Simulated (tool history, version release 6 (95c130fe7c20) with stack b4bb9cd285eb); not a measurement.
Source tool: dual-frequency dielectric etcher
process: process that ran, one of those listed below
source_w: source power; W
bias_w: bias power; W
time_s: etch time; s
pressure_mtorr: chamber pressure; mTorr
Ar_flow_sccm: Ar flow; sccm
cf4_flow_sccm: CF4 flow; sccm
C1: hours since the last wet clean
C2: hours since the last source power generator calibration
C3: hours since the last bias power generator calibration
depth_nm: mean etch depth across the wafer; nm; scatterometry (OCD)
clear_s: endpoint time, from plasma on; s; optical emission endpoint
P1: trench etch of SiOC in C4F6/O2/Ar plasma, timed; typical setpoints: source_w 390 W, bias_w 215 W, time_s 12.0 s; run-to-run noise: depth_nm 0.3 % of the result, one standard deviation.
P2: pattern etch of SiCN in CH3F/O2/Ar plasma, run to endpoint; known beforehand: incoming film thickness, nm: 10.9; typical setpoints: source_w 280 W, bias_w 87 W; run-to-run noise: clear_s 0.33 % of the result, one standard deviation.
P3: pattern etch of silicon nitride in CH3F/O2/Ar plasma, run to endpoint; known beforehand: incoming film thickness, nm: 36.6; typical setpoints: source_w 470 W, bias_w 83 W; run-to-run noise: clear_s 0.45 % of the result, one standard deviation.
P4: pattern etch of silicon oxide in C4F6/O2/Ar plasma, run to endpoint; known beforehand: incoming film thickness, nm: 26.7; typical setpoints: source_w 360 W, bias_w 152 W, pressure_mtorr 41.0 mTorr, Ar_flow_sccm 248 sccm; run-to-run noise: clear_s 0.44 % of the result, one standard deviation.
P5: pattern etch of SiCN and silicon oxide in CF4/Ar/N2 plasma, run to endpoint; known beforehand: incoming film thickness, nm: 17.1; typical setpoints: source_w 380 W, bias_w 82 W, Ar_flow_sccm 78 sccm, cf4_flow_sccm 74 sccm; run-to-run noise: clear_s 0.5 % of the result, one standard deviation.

{"run": 1, "hour": 5.6, "process": "P1", "source_w": 390, "bias_w": 215, "time_s": 12.0, "C1": 311.6, "C2": 315.3, "C3": 261.0, "depth_nm": 26.148}
{"run": 2, "hour": 12.9, "process": "P1", "source_w": 390, "bias_w": 293, "time_s": 12.0, "C1": 318.9, "C2": 322.6, "C3": 268.3, "depth_nm": 29.2}
{"run": 3, "hour": 20.4, "process": "P4", "source_w": 360, "bias_w": 152, "pressure_mtorr": 41.0, "Ar_flow_sccm": 248, "C1": 326.4, "C2": 330.1, "C3": 275.8, "clear_s": 9.4815}
{"run": 4, "hour": 27.4, "process": "P1", "source_w": 390, "bias_w": 215, "time_s": 12.0, "C1": 333.4, "C2": 337.1, "C3": 282.8, "depth_nm": 26.413}
{"run": 5, "hour": 31.9, "process": "P5", "source_w": 380, "bias_w": 82, "Ar_flow_sccm": 78, "cf4_flow_sccm": 74, "C1": 337.9, "C2": 341.6, "C3": 287.3, "clear_s": 21.022}
{"run": 6, "hour": 37.8, "process": "P4", "source_w": 290, "bias_w": 152, "pressure_mtorr": 41.0, "Ar_flow_sccm": 248, "C1": 343.8, "C2": 347.5, "C3": 293.2, "clear_s": 10.38}
{"run": 7, "hour": 45.5, "process": "P1", "source_w": 390, "bias_w": 215, "time_s": 7.5, "C1": 351.5, "C2": 355.2, "C3": 300.9, "depth_nm": 16.499}
{"run": 8, "hour": 51.7, "process": "P2", "source_w": 390, "bias_w": 87, "C1": 357.7, "C2": 361.4, "C3": 307.1, "clear_s": 27.617}
{"run": 9, "hour": 59.3, "process": "P4", "source_w": 360, "bias_w": 152, "pressure_mtorr": 41.0, "Ar_flow_sccm": 342, "C1": 365.3, "C2": 369.0, "C3": 314.7, "clear_s": 9.7678}
{"run": 10, "hour": 67.9, "process": "P5", "source_w": 540, "bias_w": 82, "Ar_flow_sccm": 78, "cf4_flow_sccm": 74, "C1": 373.9, "C2": 377.6, "C3": 323.3, "clear_s": 15.416}
{"run": 11, "hour": 74.1, "process": "P2", "source_w": 280, "bias_w": 122, "C1": 380.1, "C2": 383.8, "C3": 329.5, "clear_s": 27.425}
{"run": 12, "hour": 78.6, "process": "P5", "source_w": 380, "bias_w": 82, "Ar_flow_sccm": 78, "cf4_flow_sccm": 74, "C1": 384.6, "C2": 388.3, "C3": 334.0, "clear_s": 21.057}
{"run": 13, "hour": 82.4, "process": "P3", "source_w": 470, "bias_w": 58, "C1": 388.4, "C2": 392.1, "C3": 337.8, "clear_s": 54.371}
{"run": 14, "hour": 90.6, "process": "P1", "source_w": 320, "bias_w": 258, "time_s": 12.0, "C1": 396.6, "C2": 400.3, "C3": 346.0, "depth_nm": 25.945}
{"run": 15, "hour": 95.4, "process": "P5", "source_w": 380, "bias_w": 100, "Ar_flow_sccm": 78, "cf4_flow_sccm": 74, "C1": 401.4, "C2": 405.1, "C3": 350.8, "clear_s": 19.678}
{"run": 16, "hour": 101.0, "process": "P1", "source_w": 390, "bias_w": 215, "time_s": 12.0, "C1": 407.0, "C2": 410.7, "C3": 356.4, "depth_nm": 26.177}
{"run": 17, "hour": 107.7, "process": "P1", "source_w": 390, "bias_w": 140, "time_s": 12.0, "C1": 413.7, "C2": 417.4, "C3": 363.1, "depth_nm": 22.994}
{"run": 18, "hour": 111.8, "process": "P1", "source_w": 390, "bias_w": 215, "time_s": 12.0, "C1": 417.8, "C2": 421.5, "C3": 367.2, "depth_nm": 26.299}
{"run": 19, "hour": 116.6, "process": "P1", "source_w": 390, "bias_w": 215, "time_s": 12.0, "C1": 422.6, "C2": 426.3, "C3": 372.0, "depth_nm": 26.11}
{"run": 20, "hour": 123.5, "process": "P3", "source_w": 560, "bias_w": 83, "C1": 429.5, "C2": 433.2, "C3": 378.9, "clear_s": 44.983}
{"run": 21, "hour": 128.1, "process": "P1", "source_w": 390, "bias_w": 215, "time_s": 16.5, "C1": 434.1, "C2": 437.8, "C3": 383.5, "depth_nm": 36.166}
{"run": 22, "hour": 134.1, "process": "P1", "source_w": 390, "bias_w": 215, "time_s": 12.0, "C1": 440.1, "C2": 443.8, "C3": 389.5, "depth_nm": 26.194}
{"run": 23, "hour": 139.0, "process": "P4", "source_w": 360, "bias_w": 152, "pressure_mtorr": 28.5, "Ar_flow_sccm": 248, "C1": 445.0, "C2": 448.7, "C3": 394.4, "clear_s": 9.1012}
{"run": 24, "hour": 147.2, "process": "P1", "source_w": 270, "bias_w": 215, "time_s": 12.0, "C1": 453.2, "C2": 456.9, "C3": 402.6, "depth_nm": 22.851}
{"run": 25, "hour": 155.8, "process": "P2", "source_w": 280, "bias_w": 87, "C1": 461.8, "C2": 465.5, "C3": 411.2, "clear_s": 31.426}
{"run": 26, "hour": 159.6, "process": "P4", "source_w": 360, "bias_w": 199, "pressure_mtorr": 41.0, "Ar_flow_sccm": 248, "C1": 465.6, "C2": 469.3, "C3": 415.0, "clear_s": 8.6788}
{"run": 27, "hour": 167.1, "process": "P1", "source_w": 540, "bias_w": 215, "time_s": 12.0, "C1": 473.1, "C2": 476.8, "C3": 422.5, "depth_nm": 29.686}
{"run": 28, "hour": 174.4, "process": "P1", "source_w": 390, "bias_w": 215, "time_s": 12.0, "C1": 480.4, "C2": 484.1, "C3": 429.8, "depth_nm": 26.226}
{"run": 29, "hour": 179.6, "process": "P4", "source_w": 360, "bias_w": 152, "pressure_mtorr": 41.0, "Ar_flow_sccm": 248, "C1": 485.6, "C2": 489.3, "C3": 435.0, "clear_s": 9.4438}
{"run": 30, "hour": 187.5, "process": "P3", "source_w": 470, "bias_w": 83, "C1": 493.5, "C2": 497.2, "C3": 442.9, "clear_s": 48.383}
{"run": 31, "hour": 191.4, "process": "P2", "source_w": 280, "bias_w": 87, "C1": 497.4, "C2": 501.1, "C3": 446.8, "clear_s": 31.249}
{"run": 32, "hour": 199.5, "process": "P5", "source_w": 380, "bias_w": 82, "Ar_flow_sccm": 78, "cf4_flow_sccm": 100, "C1": 505.5, "C2": 509.2, "C3": 454.9, "clear_s": 20.291}
{"run": 33, "hour": 206.7, "process": "P5", "source_w": 380, "bias_w": 82, "Ar_flow_sccm": 57, "cf4_flow_sccm": 74, "C1": 512.7, "C2": 516.4, "C3": 462.1, "clear_s": 20.205}
{"run": 34, "hour": 213.6, "process": "P1", "source_w": 390, "bias_w": 215, "time_s": 12.0, "C1": 519.6, "C2": 523.3, "C3": 469.0, "depth_nm": 26.355}
{"run": 35, "hour": 219.0, "process": "P1", "source_w": 390, "bias_w": 215, "time_s": 12.0, "C1": 525.0, "C2": 528.7, "C3": 474.4, "depth_nm": 26.21}
{"run": 36, "hour": 227.0, "process": "P1", "source_w": 390, "bias_w": 215, "time_s": 12.0, "C1": 533.0, "C2": 536.7, "C3": 482.4, "depth_nm": 26.043}
{"run": 37, "hour": 235.4, "process": "P1", "source_w": 390, "bias_w": 215, "time_s": 12.0, "C1": 541.4, "C2": 545.1, "C3": 490.8, "depth_nm": 25.95}
{"run": 38, "hour": 244.0, "process": "P1", "source_w": 390, "bias_w": 215, "time_s": 12.0, "C1": 550.0, "C2": 553.7, "C3": 499.4, "depth_nm": 25.972}
{"hour": 245.3, "done": "wet clean of the chamber"}
{"run": 39, "hour": 252.4, "process": "P1", "source_w": 390, "bias_w": 215, "time_s": 12.0, "C1": 7.1, "C2": 562.1, "C3": 507.8, "depth_nm": 25.858}
{"run": 40, "hour": 258.7, "process": "P1", "source_w": 390, "bias_w": 215, "time_s": 12.0, "C1": 13.4, "C2": 568.4, "C3": 514.1, "depth_nm": 25.909}
{"run": 41, "hour": 263.4, "process": "P1", "source_w": 390, "bias_w": 215, "time_s": 12.0, "C1": 18.1, "C2": 573.1, "C3": 518.8, "depth_nm": 25.968}
{"run": 42, "hour": 268.4, "process": "P1", "source_w": 390, "bias_w": 215, "time_s": 12.0, "C1": 23.1, "C2": 578.1, "C3": 523.8, "depth_nm": 25.774}
{"run": 43, "hour": 273.6, "process": "P1", "source_w": 390, "bias_w": 215, "time_s": 12.0, "C1": 28.3, "C2": 583.3, "C3": 529.0, "depth_nm": 26.004}
{"run": 44, "hour": 280.9, "process": "P1", "source_w": 390, "bias_w": 215, "time_s": 12.0, "C1": 35.6, "C2": 590.6, "C3": 536.3, "depth_nm": 25.913}

Estimate the outcome of run 45 from the log above:
{"run": 45, "hour": 287.0, "process": "P1", "source_w": 390, "bias_w": 215, "time_s": 12.0, "C1": 41.7, "C2": 596.7, "C3": 542.4, "depth_nm": "?"}

depth_nm: 25.849 nm
